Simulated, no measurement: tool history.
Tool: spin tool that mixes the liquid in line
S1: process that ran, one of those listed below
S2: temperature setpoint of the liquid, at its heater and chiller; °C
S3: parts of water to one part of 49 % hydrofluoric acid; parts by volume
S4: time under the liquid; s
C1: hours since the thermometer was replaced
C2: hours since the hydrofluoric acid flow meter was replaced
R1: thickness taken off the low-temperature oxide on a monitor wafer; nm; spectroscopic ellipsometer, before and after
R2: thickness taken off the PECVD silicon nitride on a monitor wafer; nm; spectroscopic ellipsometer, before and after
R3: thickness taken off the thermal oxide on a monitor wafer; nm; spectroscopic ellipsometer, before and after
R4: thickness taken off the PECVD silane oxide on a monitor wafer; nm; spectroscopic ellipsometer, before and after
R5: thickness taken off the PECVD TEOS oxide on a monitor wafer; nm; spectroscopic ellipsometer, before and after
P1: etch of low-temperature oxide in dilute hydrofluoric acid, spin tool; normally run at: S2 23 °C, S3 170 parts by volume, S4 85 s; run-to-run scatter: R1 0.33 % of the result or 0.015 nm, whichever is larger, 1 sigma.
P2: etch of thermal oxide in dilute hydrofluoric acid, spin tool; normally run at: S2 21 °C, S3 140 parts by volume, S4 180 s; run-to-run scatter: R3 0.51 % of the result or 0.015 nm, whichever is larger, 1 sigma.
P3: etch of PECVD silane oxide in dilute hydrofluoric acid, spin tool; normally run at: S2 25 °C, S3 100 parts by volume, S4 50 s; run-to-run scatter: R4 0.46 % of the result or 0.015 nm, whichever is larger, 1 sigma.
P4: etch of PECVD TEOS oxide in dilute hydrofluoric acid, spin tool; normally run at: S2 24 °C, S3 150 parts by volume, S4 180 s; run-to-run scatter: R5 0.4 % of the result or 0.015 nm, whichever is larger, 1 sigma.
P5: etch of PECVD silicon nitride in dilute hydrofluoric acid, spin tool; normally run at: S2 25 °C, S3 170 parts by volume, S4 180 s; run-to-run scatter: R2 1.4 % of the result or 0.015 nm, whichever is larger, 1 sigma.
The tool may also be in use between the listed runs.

run,hour,S1,S2,S3,S4,C1,C2,R1,R2,R3,R4,R5
1,15.1,P1,23,170,85,677.5,271,9.5866,,,,
2,31.9,P5,25,40,180,694.3,287.8,,8.2716,,,
3,42.3,P2,21,140,180,704.7,298.2,,,5.199,,
4,57.4,P1,23,80,85,719.8,313.3,22.384,,,,
5,72.5,P1,23,170,85,734.9,328.4,9.4992,,,,
6,85,P2,25.5,140,180,747.4,340.9,,,6.2353,,
7,93.9,P3,25,100,95,756.3,349.8,,,,23.499,
8,103.4,P1,23,250,45,765.8,359.3,3.1404,,,,
9,112.1,P1,23,170,85,774.5,368,9.5343,,,,
10,120.7,P5,25,170,180,783.1,376.6,,1.9949,,,
11,134.3,P2,21,140,180,796.7,390.2,,,5.2156,,
12,144.3,P5,21,170,180,806.7,400.2,,1.5336,,,
13,159.7,P1,23,170,85,822.1,415.6,9.5188,,,,
14,172.2,P2,21,140,20,834.6,428.1,,,0.56336,,
15,189.8,P1,23,170,35,852.2,445.7,3.9525,,,,
# hour 194.9: hydrofluoric acid flow meter replaced
16,206,P4,17,150,180,868.4,11.2,,,,,11.849
17,221.4,P5,25,170,180,883.8,26.6,,2.0249,,,
18,235.2,P4,24,150,15,897.6,40.4,,,,,1.3094
19,252.7,P1,23,305,85,915.1,57.9,4.6651,,,,
20,266,P3,25,100,50,928.4,71.2,,,,12.399,
21,282,P1,23,170,130,944.4,87.2,14.637,,,,
22,292.5,P4,24,260,180,954.9,97.7,,,,,8.0305
23,301.6,P5,25,170,20,964,106.8,,0.22193,,,
24,312.8,P3,33.5,100,50,975.2,118,,,,17.029,
25,324.8,P2,21,205,180,987.2,130,,,3.3704,,
26,341.4,P1,29,170,85,1003.8,146.6,11.869,,,,
27,351.7,P1,23,170,85,1014.1,156.9,9.5312,,,,
28,365.7,P4,24,150,180,1028.1,170.9,,,,,15.725
29,378.8,P3,25,25,50,1041.2,184,,,,54.852,
30,396.2,P1,17,170,85,1058.6,201.4,7.5488,,,,
31,404.9,P1,23,170,85,1067.3,210.1,9.5259,,,,
32,416.8,P1,23,170,85,1079.2,222,9.5514,,,,
33,431.9,P1,23,170,85,1094.3,237.1,9.2469,,,,
34,444.8,P1,23,170,85,1107.2,250,9.0071,,,,
35,455.5,P1,23,170,85,1117.9,260.7,8.9417,,,,
36,463.9,P1,23,170,85,1126.3,269.1,8.8956,,,,
37,481.2,P1,23,170,85,1143.6,286.4,8.821,,,,
38,489.1,P1,23,170,85,1151.5,294.3,8.7549,,,,
39,502.5,P1,23,170,85,1164.9,307.7,8.7627,,,,
40,519.2,P1,23,170,85,1181.6,324.4,8.7351,,,,
41,530.7,P1,23,170,85,1193.1,335.9,8.7311,,,,
42,545.4,P1,23,170,85,1207.8,350.6,8.6409,,,,
43,553.3,P1,23,170,85,1215.7,358.5,8.711,,,,

What P1 gives has crept away from where it was. These 2 causes fit the log equally well, each at the size given:
A: liquid colder than its thermometer reads (K) = 2.37
B: hydrofluoric acid flow below the setpoint (%) = 7.39
The creep began at about hour 416.8.

4 check runs are offered, each on 2 wafers whose results are averaged, their results left as question marks. Which one tells the causes apart?
check 1,561.2,P3,33,100,90,,,,,,?,
check 2,561.2,P2,21,185,180,,,,,?,,
check 3,561.2,P5,25,40,180,,,,?,,,
check 4,561.2,P4,24,230,110,,,,,,,?

What each check would give under each cause:
check,result,if A,if B
check 1,R4,27.627,27.588
check 2,R3,3.4506,3.4534
check 3,R2,7.0681,7.7022
check 4,R5,5.2668,5.2217
How far apart the two closest causes lie, in the result that separates them most: check 1 0.14 %; check 2 0.08 %; check 3 8.59 %; check 4 0.86 %
Only check 3 tells the causes apart: in the others they would give nearly the same result.

Then check 3 was run and gave: R2 7.1052 nm. Which cause is it?

It is A: liquid colder than its thermometer reads (K).
